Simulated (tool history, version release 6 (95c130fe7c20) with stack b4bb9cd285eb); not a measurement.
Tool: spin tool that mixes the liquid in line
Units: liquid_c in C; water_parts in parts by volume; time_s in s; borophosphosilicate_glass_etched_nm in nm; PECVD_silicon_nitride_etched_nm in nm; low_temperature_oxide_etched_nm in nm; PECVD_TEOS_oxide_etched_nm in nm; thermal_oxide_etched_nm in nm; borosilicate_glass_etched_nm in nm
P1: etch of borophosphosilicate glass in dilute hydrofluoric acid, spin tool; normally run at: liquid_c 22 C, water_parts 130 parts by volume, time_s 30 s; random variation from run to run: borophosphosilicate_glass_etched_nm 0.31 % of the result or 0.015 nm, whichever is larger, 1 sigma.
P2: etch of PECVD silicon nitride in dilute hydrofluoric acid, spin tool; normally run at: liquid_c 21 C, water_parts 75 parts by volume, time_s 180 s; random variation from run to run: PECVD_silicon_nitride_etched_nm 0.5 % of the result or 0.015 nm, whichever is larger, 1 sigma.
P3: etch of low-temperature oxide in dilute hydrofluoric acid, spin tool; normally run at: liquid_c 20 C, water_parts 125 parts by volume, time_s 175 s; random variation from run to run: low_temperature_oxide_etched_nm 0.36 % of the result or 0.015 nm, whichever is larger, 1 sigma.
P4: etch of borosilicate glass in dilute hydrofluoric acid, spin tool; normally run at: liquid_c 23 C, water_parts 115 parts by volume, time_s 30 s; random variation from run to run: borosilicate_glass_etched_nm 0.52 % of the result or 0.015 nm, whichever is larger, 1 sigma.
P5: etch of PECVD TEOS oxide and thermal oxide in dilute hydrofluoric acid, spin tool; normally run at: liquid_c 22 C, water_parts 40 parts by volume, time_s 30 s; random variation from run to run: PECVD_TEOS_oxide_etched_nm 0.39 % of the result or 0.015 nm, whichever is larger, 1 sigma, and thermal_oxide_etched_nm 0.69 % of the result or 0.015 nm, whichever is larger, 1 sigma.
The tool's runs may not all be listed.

run     day  process  liquid_c  water_parts  time_s  borophosphosilicate_glass_etched_nm  PECVD_silicon_nitride_etched_nm  low_temperature_oxide_etched_nm  PECVD_TEOS_oxide_etched_nm  thermal_oxide_etched_nm  borosilicate_glass_etched_nm
  1   0.433       P1        22          130      30                               8.8113
  2   0.917       P1        22          220      30                               4.6790
  3   1.612       P2        21           75     180                                                                6.2717
  4   2.296       P1        17          130      30                               7.1230
  5   2.688       P3        17          125     175                                                                                                 18.574
  6   3.100       P1        22          130      30                               8.7620
      3.542  -- thermometer replaced
  7   3.612       P1        17          130      15                               3.5865
  8   3.988       P5        22           40      45                                                                                                                             30.485                   5.3177
  9   4.300       P4        23           40      30                                                                                                                                                                                   26.2600
 10   4.996       P2        17           75     180                                                                4.7782
 11   5.646       P2        21           20     180                                                               22.6900
 12   6.333       P1        22          130      30                               8.8203
 13   6.658       P3        20          125     175                                                                                                 21.209
 14   7.329       P5        30           40      30                                                                                                                             28.165                   4.9339
 15   7.817       P1        22          130      55                              16.1090
 16   8.471       P5        22           40      30                                                                                                                             20.241                   3.5507
 17   8.942       P2        21           75      30                                                                1.0192
 18   9.467       P1        22           25      30                              51.5920
 19  10.175       P4        23          115      30                                                                                                                                                                                    8.2877

The next listed run, before its measurement:
 20  10.538       P1        22          130      30                                    ?

Run 20 gave borophosphosilicate_glass_etched_nm 8.7472 nm.
